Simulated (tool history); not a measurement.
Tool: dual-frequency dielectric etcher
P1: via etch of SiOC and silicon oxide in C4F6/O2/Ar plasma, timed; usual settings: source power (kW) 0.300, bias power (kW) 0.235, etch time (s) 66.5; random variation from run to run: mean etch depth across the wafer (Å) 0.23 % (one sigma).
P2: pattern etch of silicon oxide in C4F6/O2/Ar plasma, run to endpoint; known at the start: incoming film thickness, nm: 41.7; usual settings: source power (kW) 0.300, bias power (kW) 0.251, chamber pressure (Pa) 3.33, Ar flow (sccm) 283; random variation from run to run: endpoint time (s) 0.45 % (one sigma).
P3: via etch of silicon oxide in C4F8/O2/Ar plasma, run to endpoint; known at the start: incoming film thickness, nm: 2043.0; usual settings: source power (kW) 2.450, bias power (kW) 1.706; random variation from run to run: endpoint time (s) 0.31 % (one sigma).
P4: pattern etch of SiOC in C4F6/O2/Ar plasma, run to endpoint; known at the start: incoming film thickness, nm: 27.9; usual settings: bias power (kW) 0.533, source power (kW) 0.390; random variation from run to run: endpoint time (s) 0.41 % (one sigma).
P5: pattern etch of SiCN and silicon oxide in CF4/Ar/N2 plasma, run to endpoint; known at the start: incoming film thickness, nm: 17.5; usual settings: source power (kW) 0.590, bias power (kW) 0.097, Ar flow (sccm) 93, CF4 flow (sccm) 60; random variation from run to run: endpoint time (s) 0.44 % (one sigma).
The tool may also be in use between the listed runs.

| run | hour | process that ran | source power (kW) | bias power (kW) | etch time (s) | Ar flow (sccm) | CF4 flow (sccm) | chamber pressure (Pa) | hours since the last wet clean | hours since the last source power generator calibration | hours since the last bias power generator calibration | mean etch depth across the wafer (Å) | endpoint time (s) |
|---|---|---|---|---|---|---|---|---|---|---|---|---|---|
| 1 | 11.6 | P1 | 0.300 | 0.235 | 66.5 |  |  |  | 219.5 | 817.5 | 1768.0 | 718.52 |  |
| 2 | 23.1 | P5 | 0.420 | 0.097 |  | 93 | 60 |  | 231.0 | 829.0 | 1779.5 |  | 19.3370 |
| 3 | 37.0 | P5 | 0.590 | 0.129 |  | 93 | 60 |  | 244.9 | 842.9 | 1793.4 |  | 13.1100 |
| 4 | 50.2 | P1 | 0.300 | 0.280 | 66.5 |  |  |  | 258.1 | 856.1 | 1806.6 | 763.60 |  |
| 5 | 57.4 | P1 | 0.300 | 0.235 | 66.5 |  |  |  | 265.3 | 863.3 | 1813.8 | 719.41 |  |
| 6 | 67.9 | P4 | 0.270 | 0.533 |  |  |  |  | 275.8 | 873.8 | 1824.3 |  | 10.5260 |
| 7 | 77.3 | P3 | 2.450 | 1.706 |  |  |  |  | 285.2 | 883.2 | 1833.7 |  | 383.0600 |
| 8 | 84.7 | P3 | 2.450 | 2.396 |  |  |  |  | 292.6 | 890.6 | 1841.1 |  | 351.3000 |
| 9 | 98.5 | P4 | 0.390 | 0.533 |  |  |  |  | 306.4 | 904.4 | 1854.9 |  | 9.2110 |
| 10 | 108.1 | P2 | 0.300 | 0.251 |  | 283 |  | 4.07 | 316.0 | 914.0 | 1864.5 |  | 13.1400 |
| 11 | 120.5 | P2 | 0.300 | 0.152 |  | 283 |  | 3.33 | 328.4 | 926.4 | 1876.9 |  | 15.0410 |
| 12 | 130.3 | P1 | 0.300 | 0.235 | 66.5 |  |  |  | 338.2 | 936.2 | 1886.7 | 719.97 |  |
| 13 | 137.5 | P5 | 0.590 | 0.097 |  | 93 | 60 |  | 345.4 | 943.4 | 1893.9 |  | 14.4470 |
| 14 | 151.2 | P1 | 0.300 | 0.235 | 66.5 |  |  |  | 359.1 | 957.1 | 1907.6 | 718.46 |  |
| 15 | 161.0 | P5 | 0.590 | 0.097 |  | 60 | 60 |  | 368.9 | 966.9 | 1917.4 |  | 13.6100 |
| 16 | 168.6 | P1 | 0.300 | 0.235 | 86.0 |  |  |  | 376.5 | 974.5 | 1925.0 | 932.07 |  |
| 17 | 178.5 | P4 | 0.390 | 0.533 |  |  |  |  | 386.4 | 984.4 | 1934.9 |  | 9.2749 |
| 18 | 190.0 | P1 | 0.190 | 0.235 | 66.5 |  |  |  | 397.9 | 995.9 | 1946.4 | 604.68 |  |
| 19 | 196.3 | P5 | 0.590 | 0.097 |  | 93 | 80 |  | 404.2 | 1002.2 | 1952.7 |  | 13.9580 |
| 20 | 202.8 | P2 | 0.300 | 0.251 |  | 165 |  | 3.33 | 410.7 | 1008.7 | 1959.2 |  | 12.1030 |
| 21 | 212.7 | P1 | 0.370 | 0.177 | 66.5 |  |  |  | 420.6 | 1018.6 | 1969.1 | 708.92 |  |
| 22 | 219.2 | P1 | 0.300 | 0.162 | 66.5 |  |  |  | 427.1 | 1025.1 | 1975.6 | 637.10 |  |
| 23 | 226.9 | P1 | 0.300 | 0.235 | 51.0 |  |  |  | 434.8 | 1032.8 | 1983.3 | 551.15 |  |
| 24 | 239.2 | P4 | 0.390 | 0.734 |  |  |  |  | 447.1 | 1045.1 | 1995.6 |  | 8.1505 |
| 25 | 250.1 | P2 | 0.300 | 0.251 |  | 283 |  | 3.33 | 458.0 | 1056.0 | 2006.5 |  | 12.8380 |
| 26 | 256.7 | P3 | 2.940 | 1.706 |  |  |  |  | 464.6 | 1062.6 | 2013.1 |  | 358.3600 |
| 27 | 266.4 | P2 | 0.170 | 0.251 |  | 283 |  | 3.33 | 474.3 | 1072.3 | 2022.8 |  | 15.9610 |
| 28 | 276.0 | P1 | 0.300 | 0.279 | 95.0 |  |  |  | 483.9 | 1081.9 | 2032.4 | 1090.10 |  |
| 29 | 283.1 | P1 | 0.380 | 0.235 | 66.5 |  |  |  | 491.0 | 1089.0 | 2039.5 | 784.73 |  |
| 30 | 291.1 | P1 | 0.300 | 0.235 | 66.5 |  |  |  | 499.0 | 1097.0 | 2047.5 | 719.29 |  |
| 31 | 300.2 | P1 | 0.300 | 0.235 | 66.5 |  |  |  | 508.1 | 1106.1 | 2056.6 | 716.47 |  |
| 32 | 313.8 | P1 | 0.300 | 0.235 | 66.5 |  |  |  | 521.7 | 1119.7 | 2070.2 | 711.45 |  |
| 33 | 325.7 | P1 | 0.300 | 0.235 | 66.5 |  |  |  | 533.6 | 1131.6 | 2082.1 | 712.76 |  |
|  | 326.3 | wet clean of the chamber |
| 34 | 336.1 | P1 | 0.300 | 0.235 | 66.5 |  |  |  | 9.8 | 1142.0 | 2092.5 | 706.94 |  |
| 35 | 347.4 | P1 | 0.300 | 0.235 | 66.5 |  |  |  | 21.1 | 1153.3 | 2103.8 | 704.47 |  |
| 36 | 360.0 | P1 | 0.300 | 0.235 | 66.5 |  |  |  | 33.7 | 1165.9 | 2116.4 | 708.01 |  |
| 37 | 369.9 | P1 | 0.300 | 0.235 | 66.5 |  |  |  | 43.6 | 1175.8 | 2126.3 | 707.29 |  |
| 38 | 376.0 | P1 | 0.300 | 0.235 | 66.5 |  |  |  | 49.7 | 1181.9 | 2132.4 | 704.42 |  |
| 39 | 389.2 | P1 | 0.300 | 0.235 | 66.5 |  |  |  | 62.9 | 1195.1 | 2145.6 | 707.91 |  |

What P1 gives has crept away from where it was. These 2 causes fit the log equally well, each at the size given:
A: source power that arrives under what is set, % = 4.43
B: bias power that arrives under what is set, % = 4.87
The creep began at about hour 291.1.
Why every other cause is out:
chamber walls in a state that lowers the etch rate, %: serviced at hour 326.3, which brought nothing back

4 check runs are offered, each on 3 wafers whose results are averaged, their results left as question marks. Which one tells the causes apart?
| check 1 | 402.4 | P3 | 2.930 | 2.380 |  |  |  |  |  |  |  |  | ? |
| check 2 | 402.4 | P4 | 0.390 | 0.728 |  |  |  |  |  |  |  |  | ? |
| check 3 | 402.4 | P2 | 0.180 | 0.251 |  | 179 |  | 3.33 |  |  |  |  | ? |
| check 4 | 402.4 | P5 | 0.490 | 0.125 |  | 93 | 60 |  |  |  |  |  | ? |

What each check would give under each cause:
| check | result | if A | if B |
|---|---|---|---|
| check 1 | endpoint time (s) | 331.3900 | 330.1600 |
| check 2 | endpoint time (s) | 8.3154 | 8.3413 |
| check 3 | endpoint time (s) | 15.0870 | 15.0960 |
| check 4 | endpoint time (s) | 16.1130 | 15.7830 |
How far apart the two closest causes lie, in the result that separates them most: check 1 0.37 %; check 2 0.31 %; check 3 0.06 %; check 4 2.07 %
Only check 4 tells the causes apart: in the others they would give nearly the same result.

Then check 4 was run and gave: endpoint time (s) 15.8160. Which cause is it?

It is B: bias power that arrives under what is set, %.
